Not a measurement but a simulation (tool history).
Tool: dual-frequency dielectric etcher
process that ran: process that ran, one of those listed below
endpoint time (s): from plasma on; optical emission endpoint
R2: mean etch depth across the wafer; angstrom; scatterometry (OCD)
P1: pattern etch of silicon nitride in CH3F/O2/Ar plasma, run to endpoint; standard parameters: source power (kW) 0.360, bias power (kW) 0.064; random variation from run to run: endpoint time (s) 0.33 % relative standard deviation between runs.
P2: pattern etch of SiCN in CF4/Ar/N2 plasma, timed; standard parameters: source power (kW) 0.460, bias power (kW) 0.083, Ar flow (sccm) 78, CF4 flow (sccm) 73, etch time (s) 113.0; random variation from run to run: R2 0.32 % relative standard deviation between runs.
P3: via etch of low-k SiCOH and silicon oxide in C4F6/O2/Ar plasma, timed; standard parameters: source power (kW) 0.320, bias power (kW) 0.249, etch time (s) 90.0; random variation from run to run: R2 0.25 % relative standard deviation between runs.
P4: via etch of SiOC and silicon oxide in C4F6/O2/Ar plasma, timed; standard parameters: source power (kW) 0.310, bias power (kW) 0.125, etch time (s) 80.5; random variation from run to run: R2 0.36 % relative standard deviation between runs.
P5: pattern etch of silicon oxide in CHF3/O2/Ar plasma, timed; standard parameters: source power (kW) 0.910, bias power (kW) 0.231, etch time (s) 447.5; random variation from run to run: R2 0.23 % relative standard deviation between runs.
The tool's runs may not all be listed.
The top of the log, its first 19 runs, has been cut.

run 20 hour=266.0 | process_that_ran=P3 source_power_(kW)=0.320 bias_power_(kW)=0.249 etch_time_(s)=90.0 | R2=2621.70
run 21 hour=275.0 | process_that_ran=P3 source_power_(kW)=0.320 bias_power_(kW)=0.249 etch_time_(s)=49.5 | R2=1443.70
run 22 hour=288.9 | process_that_ran=P2 source_power_(kW)=0.460 bias_power_(kW)=0.110 etch_time_(s)=113.0 Ar_flow_(sccm)=78 CF4_flow_(sccm)=73 | R2=1215.40
-- hour=298.5 wet clean of the chamber
run 23 hour=302.8 | process_that_ran=P1 source_power_(kW)=0.270 bias_power_(kW)=0.064 | endpoint_time_(s)=43.127
run 24 hour=310.5 | process_that_ran=P4 source_power_(kW)=0.310 bias_power_(kW)=0.153 etch_time_(s)=80.5 | R2=756.77
run 25 hour=328.0 | process_that_ran=P2 source_power_(kW)=0.460 bias_power_(kW)=0.083 etch_time_(s)=113.0 Ar_flow_(sccm)=78 CF4_flow_(sccm)=47 | R2=1039.00
run 26 hour=341.1 | process_that_ran=P4 source_power_(kW)=0.310 bias_power_(kW)=0.125 etch_time_(s)=51.0 | R2=448.80
run 27 hour=353.4 | process_that_ran=P5 source_power_(kW)=0.610 bias_power_(kW)=0.231 etch_time_(s)=447.5 | R2=9885.50
run 28 hour=368.1 | process_that_ran=P1 source_power_(kW)=0.450 bias_power_(kW)=0.064 | endpoint_time_(s)=35.135
run 29 hour=380.6 | process_that_ran=P3 source_power_(kW)=0.190 bias_power_(kW)=0.249 etch_time_(s)=90.0 | R2=2150.60
run 30 hour=397.3 | process_that_ran=P1 source_power_(kW)=0.360 bias_power_(kW)=0.064 | endpoint_time_(s)=38.053
run 31 hour=412.1 | process_that_ran=P1 source_power_(kW)=0.360 bias_power_(kW)=0.064 | endpoint_time_(s)=38.400
run 32 hour=426.1 | process_that_ran=P1 source_power_(kW)=0.360 bias_power_(kW)=0.064 | endpoint_time_(s)=38.385
run 33 hour=436.9 | process_that_ran=P1 source_power_(kW)=0.360 bias_power_(kW)=0.064 | endpoint_time_(s)=38.138
run 34 hour=445.2 | process_that_ran=P1 source_power_(kW)=0.360 bias_power_(kW)=0.064 | endpoint_time_(s)=38.583
run 35 hour=460.4 | process_that_ran=P1 source_power_(kW)=0.360 bias_power_(kW)=0.064 | endpoint_time_(s)=38.738
run 36 hour=470.2 | process_that_ran=P1 source_power_(kW)=0.360 bias_power_(kW)=0.064 | endpoint_time_(s)=38.865
-- hour=475.9 wet clean of the chamber
run 37 hour=485.6 | process_that_ran=P1 source_power_(kW)=0.360 bias_power_(kW)=0.064 | endpoint_time_(s)=38.798

Predict the results of run 38:
run 38 hour=500.8 | process_that_ran=P1 source_power_(kW)=0.360 bias_power_(kW)=0.064 | endpoint_time_(s)=?

{"run 38": {"endpoint time (s)": 38.878}}

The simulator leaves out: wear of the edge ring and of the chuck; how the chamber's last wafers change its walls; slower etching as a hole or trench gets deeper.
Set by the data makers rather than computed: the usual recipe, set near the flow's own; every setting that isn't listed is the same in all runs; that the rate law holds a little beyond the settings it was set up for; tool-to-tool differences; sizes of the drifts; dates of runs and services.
